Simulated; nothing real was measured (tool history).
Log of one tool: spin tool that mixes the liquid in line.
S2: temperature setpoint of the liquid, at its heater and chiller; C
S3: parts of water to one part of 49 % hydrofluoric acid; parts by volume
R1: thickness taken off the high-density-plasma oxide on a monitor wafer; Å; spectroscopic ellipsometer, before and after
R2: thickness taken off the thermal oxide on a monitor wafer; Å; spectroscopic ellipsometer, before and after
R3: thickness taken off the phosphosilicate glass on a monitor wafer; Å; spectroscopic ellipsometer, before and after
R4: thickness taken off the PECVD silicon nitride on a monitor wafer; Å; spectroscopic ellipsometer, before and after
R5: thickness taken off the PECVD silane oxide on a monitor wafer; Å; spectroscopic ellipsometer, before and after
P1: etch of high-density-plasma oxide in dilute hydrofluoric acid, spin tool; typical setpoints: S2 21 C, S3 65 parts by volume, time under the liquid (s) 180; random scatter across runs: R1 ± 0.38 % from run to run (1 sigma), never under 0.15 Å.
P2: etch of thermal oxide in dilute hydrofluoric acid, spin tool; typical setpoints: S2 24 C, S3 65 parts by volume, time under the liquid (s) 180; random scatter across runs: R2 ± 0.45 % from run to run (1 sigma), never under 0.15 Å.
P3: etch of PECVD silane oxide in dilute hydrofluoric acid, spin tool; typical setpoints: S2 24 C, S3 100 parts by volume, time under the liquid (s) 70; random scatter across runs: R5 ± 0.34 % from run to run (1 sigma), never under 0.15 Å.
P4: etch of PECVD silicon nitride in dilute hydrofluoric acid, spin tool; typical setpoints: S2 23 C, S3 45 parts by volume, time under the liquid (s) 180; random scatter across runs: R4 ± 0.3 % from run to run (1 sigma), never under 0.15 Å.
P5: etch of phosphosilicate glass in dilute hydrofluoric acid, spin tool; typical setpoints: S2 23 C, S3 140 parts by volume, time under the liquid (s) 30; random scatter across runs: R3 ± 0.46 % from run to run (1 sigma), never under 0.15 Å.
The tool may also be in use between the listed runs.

run 1 hour=4.1 | process_that_ran=P1 S2=21 S3=65 time_under_the_liquid_(s)=180 | R1=291.56
run 2 hour=7.4 | process_that_ran=P1 S2=21 S3=65 time_under_the_liquid_(s)=180 | R1=291.55
run 3 hour=11.2 | process_that_ran=P2 S2=24 S3=110 time_under_the_liquid_(s)=180 | R2=76.698
run 4 hour=15.4 | process_that_ran=P5 S2=23 S3=40 time_under_the_liquid_(s)=30 | R3=539.71
run 5 hour=19.4 | process_that_ran=P4 S2=17 S3=45 time_under_the_liquid_(s)=180 | R4=90.632
run 6 hour=23.4 | process_that_ran=P1 S2=21 S3=65 time_under_the_liquid_(s)=180 | R1=290.49
run 7 hour=27.2 | process_that_ran=P5 S2=23 S3=140 time_under_the_liquid_(s)=15 | R3=68.279
run 8 hour=31.2 | process_that_ran=P4 S2=23 S3=70 time_under_the_liquid_(s)=180 | R4=89.394
run 9 hour=35.3 | process_that_ran=P1 S2=21 S3=105 time_under_the_liquid_(s)=250 | R1=239.6
run 10 hour=38.1 | process_that_ran=P3 S2=18 S3=100 time_under_the_liquid_(s)=70 | R5=216.86
run 11 hour=42 | process_that_ran=P4 S2=23 S3=45 time_under_the_liquid_(s)=180 | R4=136.99
run 12 hour=44 | process_that_ran=P1 S2=25 S3=65 time_under_the_liquid_(s)=180 | R1=344.31
run 13 hour=47.1 | process_that_ran=P5 S2=17 S3=140 time_under_the_liquid_(s)=30 | R3=107.72
run 14 hour=50.1 | process_that_ran=P1 S2=21 S3=65 time_under_the_liquid_(s)=70 | R1=113.04
run 15 hour=52.2 | process_that_ran=P3 S2=24 S3=55 time_under_the_liquid_(s)=70 | R5=533.07
run 16 hour=55.7 | process_that_ran=P1 S2=21 S3=20 time_under_the_liquid_(s)=180 | R1=998.13
run 17 hour=59.8 | process_that_ran=P2 S2=24 S3=65 time_under_the_liquid_(s)=180 | R2=137.92
run 18 hour=62.2 | process_that_ran=P1 S2=17 S3=65 time_under_the_liquid_(s)=180 | R1=244.04
run 19 hour=64.6 | process_that_ran=P1 S2=21 S3=65 time_under_the_liquid_(s)=330 | R1=534.66
run 20 hour=68 | process_that_ran=P1 S2=21 S3=65 time_under_the_liquid_(s)=180 | R1=290.04
run 21 hour=72.2 | process_that_ran=P2 S2=28.5 S3=65 time_under_the_liquid_(s)=180 | R2=165.43
run 22 hour=76.1 | process_that_ran=P5 S2=23 S3=140 time_under_the_liquid_(s)=30 | R3=135.79
run 23 hour=80.5 | process_that_ran=P1 S2=21 S3=65 time_under_the_liquid_(s)=180 | R1=289.07
run 24 hour=83.3 | process_that_ran=P4 S2=23 S3=45 time_under_the_liquid_(s)=30 | R4=22.788
run 25 hour=85.9 | process_that_ran=P1 S2=21 S3=65 time_under_the_liquid_(s)=180 | R1=291.18
run 26 hour=89.3 | process_that_ran=P1 S2=21 S3=65 time_under_the_liquid_(s)=180 | R1=291.22
run 27 hour=91.3 | process_that_ran=P5 S2=23 S3=140 time_under_the_liquid_(s)=30 | R3=137.28
run 28 hour=94.8 | process_that_ran=P1 S2=21 S3=110 time_under_the_liquid_(s)=180 | R1=163.27
run 29 hour=98.2 | process_that_ran=P3 S2=24 S3=100 time_under_the_liquid_(s)=70 | R5=276.51
run 30 hour=102.1 | process_that_ran=P2 S2=24 S3=65 time_under_the_liquid_(s)=15 | R2=11.419
run 31 hour=104.8 | process_that_ran=P3 S2=24 S3=100 time_under_the_liquid_(s)=30 | R5=118.94
run 32 hour=109.1 | process_that_ran=P2 S2=24 S3=65 time_under_the_liquid_(s)=180 | R2=137.18
run 33 hour=112.3 | process_that_ran=P3 S2=24 S3=100 time_under_the_liquid_(s)=70 | R5=276.32
run 34 hour=114.4 | process_that_ran=P4 S2=23 S3=45 time_under_the_liquid_(s)=180 | R4=137.61
run 35 hour=117 | process_that_ran=P1 S2=21 S3=65 time_under_the_liquid_(s)=180 | R1=291.3
run 36 hour=119.3 | process_that_ran=P1 S2=21 S3=65 time_under_the_liquid_(s)=180 | R1=299.25
run 37 hour=123.2 | process_that_ran=P1 S2=21 S3=65 time_under_the_liquid_(s)=180 | R1=304.06
run 38 hour=125.2 | process_that_ran=P1 S2=21 S3=65 time_under_the_liquid_(s)=180 | R1=307.36
run 39 hour=128.9 | process_that_ran=P1 S2=21 S3=65 time_under_the_liquid_(s)=180 | R1=309.51
run 40 hour=132 | process_that_ran=P1 S2=21 S3=65 time_under_the_liquid_(s)=180 | R1=310.32
run 41 hour=135.1 | process_that_ran=P1 S2=21 S3=65 time_under_the_liquid_(s)=180 | R1=312.46
run 42 hour=138.7 | process_that_ran=P1 S2=21 S3=65 time_under_the_liquid_(s)=180 | R1=313.42

Compared with where it was, what P1 gives has crept away. Each cause listed below fits the log as well as the rest, at the size given for it:
A: hydrofluoric acid flow above the setpoint (%) = 7.04
B: liquid hotter than its thermometer reads (K) = 1.77
The gradual shift began around hour 117.

The check runs listed below each take one wafer, and their results are still question marks. Under which run would the listed causes lead to clearly different results?
run check 1 hour=142.3 | process_that_ran=P3 S2=24 S3=55 time_under_the_liquid_(s)=70 | R5=?
run check 2 hour=142.3 | process_that_ran=P4 S2=17 S3=55 time_under_the_liquid_(s)=180 | R4=?
run check 3 hour=142.3 | process_that_ran=P2 S2=24 S3=65 time_under_the_liquid_(s)=45 | R2=?
run check 4 hour=142.3 | process_that_ran=P5 S2=20 S3=60 time_under_the_liquid_(s)=30 | R3=?

What every check run would give for each of its results, assuming each possible cause in turn:
check=check_1 result=R5 if_A=573.5 if_B=573.02
check=check_2 result=R4 if_A=79.775 if_B=84.602
check=check_3 result=R2 if_A=37.158 if_B=37.075
check=check_4 result=R3 if_A=332.83 if_B=333.27
How far apart the two closest causes lie, in the result that separates them most: check 1 0.08 %; check 2 5.87 %; check 3 0.22 %; check 4 0.13 %
Of the check runs offered, only check 2 discriminates between the causes; the rest would read about the same regardless of which cause applies.

Running check 2 produced the following: R4 79.934 Å. Which one of the listed causes fits?

It was cause A: hydrofluoric acid flow above the setpoint (%).
